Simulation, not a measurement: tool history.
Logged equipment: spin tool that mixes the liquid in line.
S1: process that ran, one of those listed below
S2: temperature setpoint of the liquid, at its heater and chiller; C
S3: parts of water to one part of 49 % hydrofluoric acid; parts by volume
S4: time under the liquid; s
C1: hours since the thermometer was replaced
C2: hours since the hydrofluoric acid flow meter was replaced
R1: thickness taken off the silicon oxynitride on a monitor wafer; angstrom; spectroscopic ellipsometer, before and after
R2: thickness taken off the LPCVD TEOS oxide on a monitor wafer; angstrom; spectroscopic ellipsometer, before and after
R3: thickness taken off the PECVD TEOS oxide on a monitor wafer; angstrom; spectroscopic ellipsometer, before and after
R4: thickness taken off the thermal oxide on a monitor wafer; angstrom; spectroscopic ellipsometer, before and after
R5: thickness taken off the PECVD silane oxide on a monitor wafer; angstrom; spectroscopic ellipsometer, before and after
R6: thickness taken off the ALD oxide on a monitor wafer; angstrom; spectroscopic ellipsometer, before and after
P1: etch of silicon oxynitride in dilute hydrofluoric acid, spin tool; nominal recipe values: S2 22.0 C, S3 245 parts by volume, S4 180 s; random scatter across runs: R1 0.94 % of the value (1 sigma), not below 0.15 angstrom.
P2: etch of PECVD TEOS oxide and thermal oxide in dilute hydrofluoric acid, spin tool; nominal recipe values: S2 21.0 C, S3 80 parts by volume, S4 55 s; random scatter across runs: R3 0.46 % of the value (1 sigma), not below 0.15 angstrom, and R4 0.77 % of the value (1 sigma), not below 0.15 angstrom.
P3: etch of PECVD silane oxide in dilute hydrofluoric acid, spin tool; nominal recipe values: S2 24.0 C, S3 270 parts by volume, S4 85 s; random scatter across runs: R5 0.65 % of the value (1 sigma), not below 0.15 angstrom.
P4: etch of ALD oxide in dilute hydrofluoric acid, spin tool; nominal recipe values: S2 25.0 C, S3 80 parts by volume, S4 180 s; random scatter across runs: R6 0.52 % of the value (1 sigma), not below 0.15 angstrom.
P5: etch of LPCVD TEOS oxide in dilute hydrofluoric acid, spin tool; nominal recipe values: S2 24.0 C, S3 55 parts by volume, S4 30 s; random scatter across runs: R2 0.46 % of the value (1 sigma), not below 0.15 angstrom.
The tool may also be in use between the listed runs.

run,day,S1,S2,S3,S4,C1,C2,R1,R2,R3,R4,R5,R6
1,0.542,P1,22.0,245,180,1278.6,186.0,22.3200,,,,,
2,0.883,P5,24.0,55,30,1286.8,194.2,,131.160,,,,
3,1.312,P1,22.0,245,180,1297.1,204.5,21.8300,,,,,
4,1.692,P2,27.5,80,55,1306.2,213.6,,,219.74,40.797,,
5,2.062,P2,21.0,80,55,1315.1,222.5,,,170.37,30.876,,
6,2.592,P1,26.0,245,180,1327.8,235.2,26.5080,,,,,
7,3.117,P1,22.0,145,180,1340.4,247.8,41.0210,,,,,
8,3.512,P3,28.5,270,85,1349.9,257.3,,,,,50.194,
9,4.104,P1,26.5,325,180,1364.1,271.5,19.6390,,,,,
10,4.379,P4,25.0,30,180,1370.7,278.1,,,,,,917.12
11,4.679,P1,22.0,245,30,1377.9,285.3,3.4857,,,,,
12,4.938,P1,22.0,365,180,1384.1,291.5,13.9670,,,,,
13,5.512,P2,21.0,80,95,1397.9,305.3,,,295.14,54.114,,
14,6.079,P3,24.0,270,30,1411.5,318.9,,,,,15.334,
15,6.338,P2,21.0,115,55,1417.7,325.1,,,112.83,20.568,,
16,6.900,P3,24.0,270,85,1431.2,338.6,,,,,43.505,
17,7.300,P1,22.0,245,295,1440.8,348.2,36.4600,,,,,
18,7.854,P3,24.0,270,85,1454.1,361.5,,,,,44.080,
19,8.375,P4,25.0,80,180,1466.6,374.0,,,,,,321.47
20,8.896,P5,24.0,95,30,1479.1,386.5,,71.982,,,,
21,9.317,P1,22.0,245,180,1489.2,396.6,22.0370,,,,,
22,9.638,P1,22.0,245,180,1496.9,404.3,22.3370,,,,,
23,9.988,P3,24.0,90,85,1505.3,412.7,,,,,160.770,
24,10.312,P5,31.5,55,30,1513.1,420.5,,176.370,,,,
25,10.775,P5,24.0,55,60,1524.2,431.6,,263.570,,,,
26,11.162,P4,30.5,80,180,1533.5,440.9,,,,,,402.53
27,11.550,P1,22.0,245,180,1542.8,450.2,22.3050,,,,,
28,11.921,P4,25.0,80,310,1551.7,459.1,,,,,,559.59
29,12.283,P2,21.0,80,55,1560.4,467.8,,,169.92,30.391,,
30,12.717,P1,17.0,245,180,1570.8,478.2,17.9520,,,,,

Forecast run 31:
31,13.242,P1,22.0,245,180,1583.4,490.8,?,,,,,

{"run 31": {"R1": 23.049}}
